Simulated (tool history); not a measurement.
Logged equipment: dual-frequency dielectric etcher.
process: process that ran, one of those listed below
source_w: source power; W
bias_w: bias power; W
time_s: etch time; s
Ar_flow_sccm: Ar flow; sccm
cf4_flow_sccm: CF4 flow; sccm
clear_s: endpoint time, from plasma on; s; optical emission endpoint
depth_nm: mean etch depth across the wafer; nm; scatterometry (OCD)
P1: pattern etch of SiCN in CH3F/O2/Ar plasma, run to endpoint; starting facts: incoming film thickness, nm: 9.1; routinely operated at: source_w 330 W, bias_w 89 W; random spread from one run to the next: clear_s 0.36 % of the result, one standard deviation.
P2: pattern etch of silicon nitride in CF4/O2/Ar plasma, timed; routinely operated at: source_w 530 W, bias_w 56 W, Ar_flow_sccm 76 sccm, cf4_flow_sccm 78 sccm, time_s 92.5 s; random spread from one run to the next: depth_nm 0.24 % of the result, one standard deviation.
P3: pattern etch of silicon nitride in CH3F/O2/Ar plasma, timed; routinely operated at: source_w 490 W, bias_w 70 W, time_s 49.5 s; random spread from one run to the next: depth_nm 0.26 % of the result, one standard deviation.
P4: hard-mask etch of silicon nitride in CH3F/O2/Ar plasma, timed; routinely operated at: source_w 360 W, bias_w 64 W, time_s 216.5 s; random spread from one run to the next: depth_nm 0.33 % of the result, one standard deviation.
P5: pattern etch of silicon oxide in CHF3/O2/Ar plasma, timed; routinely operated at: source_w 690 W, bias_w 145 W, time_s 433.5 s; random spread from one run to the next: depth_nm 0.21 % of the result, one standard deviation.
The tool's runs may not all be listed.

| run | hour | process | source_w | bias_w | time_s | Ar_flow_sccm | cf4_flow_sccm | hours since the last wet clean | hours since the last source power generator calibration | hours since the last bias power generator calibration | clear_s | depth_nm |
|---|---|---|---|---|---|---|---|---|---|---|---|---|
| 1 | 9.4 | P1 | 330 | 89 |  |  |  | 226.2 | 648.1 | 836.7 | 23.384 |  |
| 2 | 23.4 | P3 | 390 | 70 | 49.5 |  |  | 240.2 | 662.1 | 850.7 |  | 32.507 |
| 3 | 38.4 | P1 | 330 | 89 |  |  |  | 255.2 | 677.1 | 865.7 | 23.120 |  |
| 4 | 50.6 | P5 | 690 | 145 | 649.0 |  |  | 267.4 | 689.3 | 877.9 |  | 1291.600 |
| 5 | 58.9 | P5 | 690 | 174 | 433.5 |  |  | 275.7 | 697.6 | 886.2 |  | 913.450 |
| 6 | 70.0 | P4 | 360 | 64 | 216.5 |  |  | 286.8 | 708.7 | 897.3 |  | 139.790 |
| 7 | 87.1 | P1 | 220 | 107 |  |  |  | 303.9 | 725.8 | 914.4 | 25.282 |  |
| 8 | 97.3 | P4 | 360 | 64 | 272.5 |  |  | 314.1 | 736.0 | 924.6 |  | 175.480 |
| 9 | 106.3 | P2 | 530 | 68 | 92.5 | 76 | 78 | 323.1 | 745.0 | 933.6 |  | 212.860 |
| 10 | 115.0 | P4 | 240 | 64 | 216.5 |  |  | 331.8 | 753.7 | 942.3 |  | 118.870 |
| 11 | 125.9 | P1 | 330 | 89 |  |  |  | 342.7 | 764.6 | 953.2 | 23.391 |  |
| 12 | 134.9 | P1 | 440 | 58 |  |  |  | 351.7 | 773.6 | 962.2 | 24.105 |  |
| 13 | 145.1 | P2 | 530 | 56 | 92.5 | 54 | 78 | 361.9 | 783.8 | 972.4 |  | 206.370 |
| 14 | 160.6 | P5 | 550 | 145 | 433.5 |  |  | 377.4 | 799.3 | 987.9 |  | 789.290 |
| 15 | 174.8 | P1 | 330 | 89 |  |  |  | 391.6 | 813.5 | 1002.1 | 23.281 |  |
| 16 | 185.7 | P1 | 330 | 89 |  |  |  | 402.5 | 824.4 | 1013.0 | 23.475 |  |
| 17 | 202.3 | P1 | 330 | 89 |  |  |  | 419.1 | 841.0 | 1029.6 | 23.323 |  |
|  | 212.8 | wet clean of the chamber |
| 18 | 213.1 | P1 | 210 | 89 |  |  |  | 0.4 | 851.8 | 1040.4 | 27.635 |  |
| 19 | 221.6 | P3 | 490 | 70 | 49.5 |  |  | 8.9 | 860.3 | 1048.9 |  | 35.657 |
| 20 | 230.9 | P3 | 490 | 99 | 49.5 |  |  | 18.2 | 869.6 | 1058.2 |  | 40.167 |
| 21 | 245.9 | P2 | 420 | 56 | 92.5 | 76 | 78 | 33.2 | 884.6 | 1073.2 |  | 162.910 |
| 22 | 257.6 | P2 | 530 | 56 | 92.5 | 76 | 78 | 44.9 | 896.3 | 1084.9 |  | 197.500 |
| 23 | 271.9 | P2 | 530 | 56 | 121.0 | 76 | 78 | 59.2 | 910.6 | 1099.2 |  | 259.350 |
| 24 | 288.1 | P5 | 690 | 145 | 433.5 |  |  | 75.4 | 926.8 | 1115.4 |  | 863.600 |
| 25 | 303.5 | P4 | 360 | 64 | 216.5 |  |  | 90.8 | 942.2 | 1130.8 |  | 138.370 |
| 26 | 312.2 | P5 | 690 | 145 | 433.5 |  |  | 99.5 | 950.9 | 1139.5 |  | 859.790 |
| 27 | 325.4 | P3 | 490 | 70 | 49.5 |  |  | 112.7 | 964.1 | 1152.7 |  | 35.484 |
| 28 | 341.2 | P4 | 360 | 40 | 216.5 |  |  | 128.5 | 979.9 | 1168.5 |  | 118.660 |
| 29 | 348.9 | P1 | 430 | 89 |  |  |  | 136.2 | 987.6 | 1176.2 | 21.029 |  |
| 30 | 366.0 | P1 | 330 | 125 |  |  |  | 153.3 | 1004.7 | 1193.3 | 20.434 |  |
| 31 | 380.6 | P3 | 490 | 70 | 37.5 |  |  | 167.9 | 1019.3 | 1207.9 |  | 26.946 |
| 32 | 393.4 | P2 | 530 | 56 | 92.5 | 76 | 53 | 180.7 | 1032.1 | 1220.7 |  | 189.450 |
| 33 | 401.9 | P1 | 330 | 66 |  |  |  | 189.2 | 1040.6 | 1229.2 | 25.978 |  |
| 34 | 418.1 | P1 | 330 | 89 |  |  |  | 205.4 | 1056.8 | 1245.4 | 23.172 |  |
| 35 | 429.2 | P1 | 330 | 89 |  |  |  | 216.5 | 1067.9 | 1256.5 | 23.347 |  |
| 36 | 437.2 | P1 | 330 | 89 |  |  |  | 224.5 | 1075.9 | 1264.5 | 23.436 |  |
| 37 | 452.7 | P1 | 330 | 89 |  |  |  | 240.0 | 1091.4 | 1280.0 | 23.616 |  |
|  | 456.9 | wet clean of the chamber |
| 38 | 469.2 | P1 | 330 | 89 |  |  |  | 12.4 | 1107.9 | 1296.5 | 23.738 |  |
| 39 | 479.7 | P1 | 330 | 89 |  |  |  | 22.9 | 1118.4 | 1307.0 | 23.808 |  |
| 40 | 493.7 | P1 | 330 | 89 |  |  |  | 36.9 | 1132.4 | 1321.0 | 23.694 |  |
| 41 | 508.6 | P1 | 330 | 89 |  |  |  | 51.8 | 1147.3 | 1335.9 | 23.490 |  |

What P1 gives has crept off from where it sat before. The 2 causes that follow fit the log equally well, each at the size noted:
A: source power that arrives under what is set, % = 4.71
B: bias power that arrives under what is set, % = 4.67
Creep in the process output first set in at about hour 418.1.
What rules out each remaining cause:
chamber walls in a state that lowers the etch rate, %: maintenance at hour 456.9, after the shift began, did not return the process to its former output

Listed below are the offered check runs, one wafer per run, with question marks in place of results. For which of them would the causes give clearly different outcomes?
| check 1 | 523.5 | P4 | 360 | 64 | 216.5 |  |  |  |  |  |  | ? |
| check 2 | 523.5 | P2 | 530 | 56 | 92.5 | 76 | 78 |  |  |  |  | ? |
| check 3 | 523.5 | P5 | 690 | 145 | 433.5 |  |  |  |  |  |  | ? |
| check 4 | 523.5 | P3 | 490 | 70 | 49.5 |  |  |  |  |  |  | ? |

What every check run would give for each of its results, assuming each possible cause in turn:
| check | result | if A | if B |
|---|---|---|---|
| check 1 | depth_nm | 136.150 | 136.470 |
| check 2 | depth_nm | 190.130 | 194.720 |
| check 3 | depth_nm | 845.270 | 848.340 |
| check 4 | depth_nm | 34.941 | 35.028 |
Gap, in per cent, between the two causes that each check separates least, read from the result that separates them most: check 1 0.24 %; check 2 2.39 %; check 3 0.36 %; check 4 0.25 %
The causes can be told apart only by check 2. The other checks would give nearly the same results under each of them.

Here is what check 2 returned: depth_nm 194.880 nm. Which cause is it?

The correct cause is B, namely: bias power that arrives under what is set, %.

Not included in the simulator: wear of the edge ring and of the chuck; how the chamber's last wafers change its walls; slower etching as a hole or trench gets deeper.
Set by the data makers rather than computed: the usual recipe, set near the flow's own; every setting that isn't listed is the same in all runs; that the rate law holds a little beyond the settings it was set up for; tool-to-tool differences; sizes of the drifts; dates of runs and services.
